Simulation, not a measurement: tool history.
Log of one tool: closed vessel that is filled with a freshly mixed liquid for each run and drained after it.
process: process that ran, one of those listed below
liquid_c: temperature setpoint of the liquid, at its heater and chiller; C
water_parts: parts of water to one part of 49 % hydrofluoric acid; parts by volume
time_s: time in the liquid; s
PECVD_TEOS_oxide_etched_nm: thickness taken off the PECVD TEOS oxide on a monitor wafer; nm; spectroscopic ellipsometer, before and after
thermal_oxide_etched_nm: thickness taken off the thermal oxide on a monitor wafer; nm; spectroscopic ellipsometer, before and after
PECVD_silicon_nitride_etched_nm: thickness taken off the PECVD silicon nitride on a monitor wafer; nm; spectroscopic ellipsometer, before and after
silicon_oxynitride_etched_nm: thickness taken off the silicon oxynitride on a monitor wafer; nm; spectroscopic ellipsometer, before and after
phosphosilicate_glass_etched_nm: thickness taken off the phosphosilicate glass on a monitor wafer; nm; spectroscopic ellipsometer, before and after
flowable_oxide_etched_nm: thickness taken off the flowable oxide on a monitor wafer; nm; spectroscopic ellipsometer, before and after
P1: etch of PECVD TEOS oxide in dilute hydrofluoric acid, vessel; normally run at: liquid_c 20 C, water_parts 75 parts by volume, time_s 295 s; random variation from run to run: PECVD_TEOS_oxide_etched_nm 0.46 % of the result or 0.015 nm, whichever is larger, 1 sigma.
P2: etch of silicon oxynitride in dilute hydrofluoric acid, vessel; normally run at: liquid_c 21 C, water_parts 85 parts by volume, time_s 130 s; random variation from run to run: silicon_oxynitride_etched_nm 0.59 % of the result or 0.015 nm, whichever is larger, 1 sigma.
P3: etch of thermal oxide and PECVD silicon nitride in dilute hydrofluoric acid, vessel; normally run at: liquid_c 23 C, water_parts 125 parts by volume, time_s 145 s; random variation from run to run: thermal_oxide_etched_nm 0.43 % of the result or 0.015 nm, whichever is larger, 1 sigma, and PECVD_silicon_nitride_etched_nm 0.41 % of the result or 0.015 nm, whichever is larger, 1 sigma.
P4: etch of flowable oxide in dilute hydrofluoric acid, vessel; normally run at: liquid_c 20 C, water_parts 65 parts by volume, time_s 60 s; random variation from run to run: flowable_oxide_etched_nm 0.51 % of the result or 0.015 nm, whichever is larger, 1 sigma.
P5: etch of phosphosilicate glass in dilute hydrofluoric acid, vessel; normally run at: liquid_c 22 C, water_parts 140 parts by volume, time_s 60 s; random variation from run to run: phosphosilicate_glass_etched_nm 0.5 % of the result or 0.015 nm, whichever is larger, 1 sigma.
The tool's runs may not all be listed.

run	hour	process	liquid_c	water_parts	time_s	PECVD_TEOS_oxide_etched_nm	thermal_oxide_etched_nm	PECVD_silicon_nitride_etched_nm	silicon_oxynitride_etched_nm	phosphosilicate_glass_etched_nm	flowable_oxide_etched_nm
1	6.7	P1	20	75	295	36.687					
2	11.4	P1	20	75	550	68.095					
3	17.1	P3	23	125	235		8.3777	10.12			
4	21.1	P3	23	185	145		3.2311	4.251			
5	25.3	P1	20	75	295	36.494					
6	29	P2	21	85	130				5.5471		
7	35.1	P1	20	125	295	20.671					
8	39.3	P1	24	75	295	43.123					
9	45	P1	20	75	295	36.536					
# hour 49.6: thermometer replaced
10	50.4	P1	20	75	120	14.895					
11	54.8	P1	20	75	295	36.401					
12	61.3	P5	29	140	60					29.871	
13	65.3	P1	20	75	295	36.536					
14	70.5	P3	17	125	145		4.0569	4.1508			
15	74.4	P5	22	140	100					38.31	
16	79.7	P3	23	125	145		5.181	6.2322			
17	86.9	P2	17	85	130				4.628		
18	93.1	P5	22	45	60					79.619	
19	96.8	P1	17	75	295	31.904					
20	100.5	P1	20	115	490	37.883					
21	104.6	P2	21	85	60				2.6245		
22	108.8	P5	22	140	60					22.816	
23	115.1	P4	20	65	30						12.708
24	122.2	P1	20	75	295	36.416					
25	127.1	P2	21	30	130				16.623		
26	131.6	P1	20	25	440	172.78					
27	137.4	P1	20	25	295	115.6					
28	141.8	P4	20	65	60						25.504
29	148	P4	20	105	60						15.004
30	155	P4	20	65	60						25.219
31	159.2	P4	27.5	65	60						34.377
32	163.1	P1	20	75	295	36.44					
33	167.8	P1	20	75	295	35.001					
34	171.3	P1	20	75	295	34.733					
35	174.9	P1	20	75	295	33.883					
36	178.1	P1	20	75	295	33.819					
37	183.7	P1	20	75	295	33.929					
38	190.3	P1	20	75	295	33.608					

What P1 gives has crept away from where it was. These 2 causes fit the log equally well, each at the size given:
A: liquid colder than its thermometer reads (K) = 1.87
B: hydrofluoric acid flow below the setpoint (%) = 6.94
The creep began at about hour 163.1.

4 check runs are offered, one wafer each, their results left as question marks. Which one tells the causes apart?
check 1	196.9	P5	22	140	60					?	
check 2	196.9	P3	23	125	145		?	?			
check 3	196.9	P4	20	65	60						?
check 4	196.9	P2	21	85	130				?		

What each check would give under each cause:
check	result	if A	if B
check 1	phosphosilicate_glass_etched_nm	21.26	21.063
check 2	thermal_oxide_etched_nm	4.792	4.7515
check 2	PECVD_silicon_nitride_etched_nm	5.5191	5.8199
check 3	flowable_oxide_etched_nm	23.413	23.449
check 4	silicon_oxynitride_etched_nm	5.15	5.2302
How far apart the two closest causes lie, in the result that separates them most: check 1 0.93 %; check 2 5.31 %; check 3 0.16 %; check 4 1.55 %
Check 2 tells the causes apart: in the others they would give nearly the same result.

Check 2 was then run and gave: thermal_oxide_etched_nm 4.7582 nm; PECVD_silicon_nitride_etched_nm 5.8023 nm. Which cause is it?

It is B: hydrofluoric acid flow below the setpoint (%).

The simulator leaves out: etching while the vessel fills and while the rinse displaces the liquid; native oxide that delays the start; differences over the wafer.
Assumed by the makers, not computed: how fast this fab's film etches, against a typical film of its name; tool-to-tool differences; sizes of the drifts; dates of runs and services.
